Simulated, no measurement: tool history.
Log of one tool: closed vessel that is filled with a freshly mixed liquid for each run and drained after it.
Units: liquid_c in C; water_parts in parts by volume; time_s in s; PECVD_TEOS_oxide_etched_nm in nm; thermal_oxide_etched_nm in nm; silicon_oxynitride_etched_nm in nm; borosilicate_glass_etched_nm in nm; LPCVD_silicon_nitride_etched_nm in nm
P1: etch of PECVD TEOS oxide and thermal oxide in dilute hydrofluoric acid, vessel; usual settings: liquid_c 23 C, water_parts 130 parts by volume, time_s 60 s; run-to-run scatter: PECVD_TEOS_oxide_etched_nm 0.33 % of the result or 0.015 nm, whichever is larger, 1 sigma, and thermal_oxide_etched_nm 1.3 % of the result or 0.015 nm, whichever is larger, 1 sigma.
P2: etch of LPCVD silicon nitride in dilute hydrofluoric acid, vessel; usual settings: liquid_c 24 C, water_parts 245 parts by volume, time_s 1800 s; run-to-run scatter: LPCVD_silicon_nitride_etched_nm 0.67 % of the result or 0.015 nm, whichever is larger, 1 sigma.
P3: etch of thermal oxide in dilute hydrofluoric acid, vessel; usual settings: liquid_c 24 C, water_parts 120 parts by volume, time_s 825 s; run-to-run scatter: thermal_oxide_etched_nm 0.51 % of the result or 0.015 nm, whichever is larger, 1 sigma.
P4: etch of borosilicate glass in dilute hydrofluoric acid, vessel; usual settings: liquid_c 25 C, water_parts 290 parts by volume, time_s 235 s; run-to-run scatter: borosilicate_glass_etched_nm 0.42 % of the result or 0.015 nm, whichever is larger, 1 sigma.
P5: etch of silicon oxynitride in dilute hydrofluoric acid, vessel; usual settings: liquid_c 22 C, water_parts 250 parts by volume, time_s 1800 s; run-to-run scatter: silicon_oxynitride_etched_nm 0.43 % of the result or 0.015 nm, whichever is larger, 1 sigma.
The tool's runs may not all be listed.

run	day	process	liquid_c	water_parts	time_s	hours since the thermometer was replaced	hours since the hydrofluoric acid flow meter was replaced	PECVD_TEOS_oxide_etched_nm	thermal_oxide_etched_nm	silicon_oxynitride_etched_nm	borosilicate_glass_etched_nm	LPCVD_silicon_nitride_etched_nm
1	0.45	P1	23	130	60	1254.5	181.4	8.2003	2.206			
2	0.788	P1	23	130	60	1262.6	189.5	8.2155	2.1265			
3	1.254	P3	24	35	825	1273.8	200.7		126.85			
4	1.633	P1	23	130	60	1282.9	209.8	8.2079	2.1229			
5	2.196	P3	29.5	120	825	1296.4	223.3		40.983			
6	2.7	P3	24	120	185	1308.5	235.4		7.3798			
7	3.246	P5	29.5	250	1800	1321.6	248.5			15.217		
8	3.646	P4	21	290	235	1331.2	258.1				22.213	
9	4.246	P4	25	90	235	1345.6	272.5				103.43	
10	4.938	P2	30.5	245	1800	1362.2	289.1					5.4013
11	5.383	P5	22	420	1800	1372.9	299.8			5.9656		
12	6.004	P1	23	130	30	1387.8	314.7	4.108	1.0748			
13	6.579	P1	19.5	130	30	1401.6	328.5	3.5432	0.92931			
14	7.004	P2	24	245	2620	1411.8	338.7					5.3419
15	7.404	P1	19	130	100	1421.4	348.3	11.66	3.0198			
16	7.867	P1	28	130	60	1432.5	359.4	9.8566	2.606			
17	8.188	P1	23	235	60	1440.2	367.1	4.0313	1.0967			
18	8.608	P1	23	130	60	1450.3	377.2	8.2038	2.1797			
19	9.279	P1	19.5	50	60	1466.4	393.3	20.279	5.3385			
20	9.654	P1	23	60	60	1475.4	402.3	19.29	5.1743			
21	10.329	P3	24	120	825	1491.6	418.5		33.301			
22	10.762	P5	22	250	1800	1502	428.9			11.071		
23	11.171	P2	24	245	1800	1511.8	438.7					3.649
24	11.725	P1	23	130	60	1525.1	452	8.1902	2.1726			
25	12.171	P2	24	335	1800	1535.8	462.7					2.6286
26	12.525	P3	24	120	825	1544.3	471.2		32.886			
27	13.108	P4	25	290	465	1558.3	485.2				50.945	
28	13.671	P1	17	130	60	1571.8	498.7	6.4106	1.6638			
29	14.267	P1	23	130	115	1586.1	513	15.755	4.1675			
30	14.779	P4	25	290	235	1598.4	525.3				25.552	
31	15.442	P5	22	250	680	1614.3	541.2			4.2299		
32	15.842	P1	23	130	60	1623.9	550.8	8.2141	2.1337			
33	16.412	P1	23	130	60	1637.6	564.5	7.9536	2.1044			
34	16.788	P1	23	130	60	1646.6	573.5	7.8046	2.065			
35	17.467	P1	23	130	60	1662.9	589.8	7.7076	2.055			
36	17.871	P1	23	130	60	1672.6	599.5	7.6148	1.9898			
37	18.183	P1	23	130	60	1680.1	607	7.61	2.0482			
38	18.6	P1	23	130	60	1690.1	617	7.5715	2.0182			
39	19.021	P1	23	130	60	1700.2	627.1	7.6132	2.0437			
40	19.338	P1	23	130	60	1707.8	634.7	7.5231	2.0001			
41	19.788	P1	23	130	60	1718.6	645.5	7.5449	2.0035			
42	20.104	P1	23	130	60	1726.2	653.1	7.4941	1.9924			
43	20.454	P1	23	130	60	1734.6	661.5	7.5264	2.0226			

What P1 gives has crept away from where it was. These 2 causes fit the log equally well, each at the size given:
A: hydrofluoric acid flow below the setpoint (%) = 6.85
B: liquid colder than its thermometer reads (K) = 2.08
The creep began at about day 15.842.

4 check runs are offered, one wafer each, their results left as question marks. Which one tells the causes apart?
check 1	20.804	P2	28.5	245	1800							?
check 2	20.804	P5	22	420	990					?		
check 3	20.804	P3	28	80	825				?			
check 4	20.804	P4	25	130	455						?	

What each check would give under each cause:
check	result	if A	if B
check 1	LPCVD_silicon_nitride_etched_nm	4.4487	4.2191
check 2	silicon_oxynitride_etched_nm	2.9874	2.9938
check 3	thermal_oxide_etched_nm	56.467	56.33
check 4	borosilicate_glass_etched_nm	121.84	122.05
How far apart the two closest causes lie, in the result that separates them most: check 1 5.3 %; check 2 0.21 %; check 3 0.24 %; check 4 0.17 %
Only check 1 tells the causes apart: in the others they would give nearly the same result.

Check 1 was then run and gave: LPCVD_silicon_nitride_etched_nm 4.236 nm. Which cause is it?

It is B: liquid colder than its thermometer reads (K).

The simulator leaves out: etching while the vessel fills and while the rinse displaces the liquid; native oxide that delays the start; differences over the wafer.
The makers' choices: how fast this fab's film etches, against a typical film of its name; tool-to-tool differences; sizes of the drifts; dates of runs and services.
